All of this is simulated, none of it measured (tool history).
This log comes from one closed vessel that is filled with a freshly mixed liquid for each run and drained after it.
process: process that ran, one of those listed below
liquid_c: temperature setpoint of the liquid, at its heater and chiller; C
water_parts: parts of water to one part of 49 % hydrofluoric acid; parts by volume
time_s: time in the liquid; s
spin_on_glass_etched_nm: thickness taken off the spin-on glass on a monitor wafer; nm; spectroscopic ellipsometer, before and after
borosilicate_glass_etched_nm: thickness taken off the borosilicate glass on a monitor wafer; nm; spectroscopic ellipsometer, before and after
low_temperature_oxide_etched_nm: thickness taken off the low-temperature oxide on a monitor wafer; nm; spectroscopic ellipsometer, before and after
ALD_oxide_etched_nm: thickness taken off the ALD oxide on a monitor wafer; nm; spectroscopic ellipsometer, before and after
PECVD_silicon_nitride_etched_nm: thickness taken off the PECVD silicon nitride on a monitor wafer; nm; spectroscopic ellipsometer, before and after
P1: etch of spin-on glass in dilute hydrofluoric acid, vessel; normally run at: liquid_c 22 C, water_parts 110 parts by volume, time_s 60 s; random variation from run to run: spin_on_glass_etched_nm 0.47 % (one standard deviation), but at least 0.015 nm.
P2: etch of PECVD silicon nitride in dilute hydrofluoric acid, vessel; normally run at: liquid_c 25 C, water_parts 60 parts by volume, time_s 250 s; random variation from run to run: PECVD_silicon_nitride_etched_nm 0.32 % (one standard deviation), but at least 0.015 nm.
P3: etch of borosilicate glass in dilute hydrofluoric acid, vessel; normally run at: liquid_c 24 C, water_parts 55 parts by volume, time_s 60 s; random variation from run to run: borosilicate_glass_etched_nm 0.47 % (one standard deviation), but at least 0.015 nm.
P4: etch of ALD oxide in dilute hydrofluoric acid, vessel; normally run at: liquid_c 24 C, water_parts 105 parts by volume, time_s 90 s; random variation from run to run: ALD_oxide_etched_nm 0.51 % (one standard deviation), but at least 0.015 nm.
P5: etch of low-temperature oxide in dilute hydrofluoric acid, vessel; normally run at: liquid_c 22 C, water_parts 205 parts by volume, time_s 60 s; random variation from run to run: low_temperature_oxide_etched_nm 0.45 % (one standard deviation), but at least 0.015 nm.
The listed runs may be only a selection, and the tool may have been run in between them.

| run | hour | process | liquid_c | water_parts | time_s | spin_on_glass_etched_nm | borosilicate_glass_etched_nm | low_temperature_oxide_etched_nm | ALD_oxide_etched_nm | PECVD_silicon_nitride_etched_nm |
|---|---|---|---|---|---|---|---|---|---|---|
| 1 | 2.8 | P1 | 22 | 110 | 60 | 35.297 |  |  |  |  |
| 2 | 6.3 | P1 | 25.5 | 110 | 60 | 40.304 |  |  |  |  |
| 3 | 11.1 | P1 | 22 | 110 | 30 | 17.643 |  |  |  |  |
| 4 | 16.4 | P1 | 22 | 185 | 60 | 19.325 |  |  |  |  |
| 5 | 20 | P3 | 24 | 55 | 60 |  | 38.246 |  |  |  |
| 6 | 26.6 | P5 | 26.5 | 205 | 60 |  |  | 6.0414 |  |  |
| 7 | 29.5 | P3 | 24 | 55 | 30 |  | 18.985 |  |  |  |
| 8 | 35.6 | P4 | 24 | 105 | 30 |  |  |  | 4.8351 |  |
| 9 | 40.9 | P1 | 22 | 110 | 60 | 35.603 |  |  |  |  |
| 10 | 47 | P1 | 17 | 110 | 60 | 28.841 |  |  |  |  |
| 11 | 52.7 | P2 | 25 | 60 | 30 |  |  |  |  | 2.0371 |
| 12 | 57.8 | P1 | 22 | 110 | 60 | 35.417 |  |  |  |  |
| 13 | 62.1 | P5 | 22 | 365 | 60 |  |  | 2.4462 |  |  |
| 14 | 67.1 | P4 | 24 | 105 | 90 |  |  |  | 14.496 |  |
| 15 | 72.9 | P2 | 25 | 20 | 250 |  |  |  |  | 49.917 |
| 16 | 77.3 | P3 | 31.5 | 55 | 60 |  | 51.828 |  |  |  |
| 17 | 80.9 | P1 | 22 | 110 | 60 | 35.736 |  |  |  |  |
| 18 | 84.6 | P1 | 22 | 40 | 60 | 106.16 |  |  |  |  |
| 19 | 88.7 | P5 | 22 | 205 | 60 |  |  | 5.0225 |  |  |
| 20 | 94.6 | P2 | 25 | 60 | 250 |  |  |  |  | 17.23 |
| 21 | 97.8 | P1 | 18 | 110 | 30 | 14.976 |  |  |  |  |
| 22 | 102 | P4 | 17 | 105 | 90 |  |  |  | 10.936 |  |
| 23 | 105.3 | P1 | 22 | 110 | 60 | 34.943 |  |  |  |  |
| 24 | 108.6 | P5 | 22 | 205 | 120 |  |  | 10.236 |  |  |
| 25 | 114.1 | P1 | 22 | 110 | 60 | 35.511 |  |  |  |  |
| 26 | 118.4 | P2 | 31.5 | 60 | 250 |  |  |  |  | 26.202 |
| 27 | 124.9 | P4 | 24 | 40 | 90 |  |  |  | 41.839 |  |
| 28 | 128.8 | P1 | 22 | 110 | 95 | 56.094 |  |  |  |  |
| 29 | 131.9 | P3 | 24 | 90 | 60 |  | 22.392 |  |  |  |
| 30 | 137.9 | P1 | 22 | 110 | 60 | 35.555 |  |  |  |  |
| 31 | 143.6 | P1 | 22 | 110 | 60 | 36.415 |  |  |  |  |
| 32 | 150 | P1 | 22 | 110 | 60 | 37.195 |  |  |  |  |
| 33 | 154.4 | P1 | 22 | 110 | 60 | 37.34 |  |  |  |  |
| 34 | 159.6 | P1 | 22 | 110 | 60 | 37.91 |  |  |  |  |
| 35 | 165.9 | P1 | 22 | 110 | 60 | 37.879 |  |  |  |  |
| 36 | 170.3 | P1 | 22 | 110 | 60 | 38.091 |  |  |  |  |
| 37 | 174.3 | P1 | 22 | 110 | 60 | 38.358 |  |  |  |  |
| 38 | 180.8 | P1 | 22 | 110 | 60 | 38.486 |  |  |  |  |
| 39 | 185.2 | P1 | 22 | 110 | 60 | 38.354 |  |  |  |  |
| 40 | 190.9 | P1 | 22 | 110 | 60 | 38.546 |  |  |  |  |

P1 has crept away from where it was. The log is fitted equally well by each of these 2 causes, at the sizes shown:
A: liquid hotter than its thermometer reads (K) = 2.06
B: hydrofluoric acid flow above the setpoint (%) = 7.55
The creep began at about hour 137.9.

Below are 4 check runs, each on a single wafer, with their results shown as question marks. Which of them would tell the listed causes apart, meaning the causes would give clearly different results under it?
| check 1 | 196.6 | P2 | 25 | 60 | 250 |  |  |  |  | ? |
| check 2 | 196.6 | P5 | 22 | 205 | 60 |  |  | ? |  |  |
| check 3 | 196.6 | P3 | 24 | 55 | 60 |  | ? |  |  |  |
| check 4 | 196.6 | P4 | 24 | 105 | 90 |  |  |  | ? |  |

How each check would come out, cause by cause:
| check | result | if A | if B |
|---|---|---|---|
| check 1 | PECVD_silicon_nitride_etched_nm | 19.712 | 18.479 |
| check 2 | low_temperature_oxide_etched_nm | 5.5043 | 5.5646 |
| check 3 | borosilicate_glass_etched_nm | 41.49 | 41.247 |
| check 4 | ALD_oxide_etched_nm | 15.821 | 15.841 |
Per-check spread between the two closest causes, in the result where they differ most: check 1 6.46 %; check 2 1.09 %; check 3 0.59 %; check 4 0.13 %
Check 1 tells the causes apart: in the others they would give nearly the same result.

With check 1 done, the readings were: PECVD_silicon_nitride_etched_nm 19.633 nm. Identify which of the listed causes applies.

The correct cause is A, namely: liquid hotter than its thermometer reads (K).
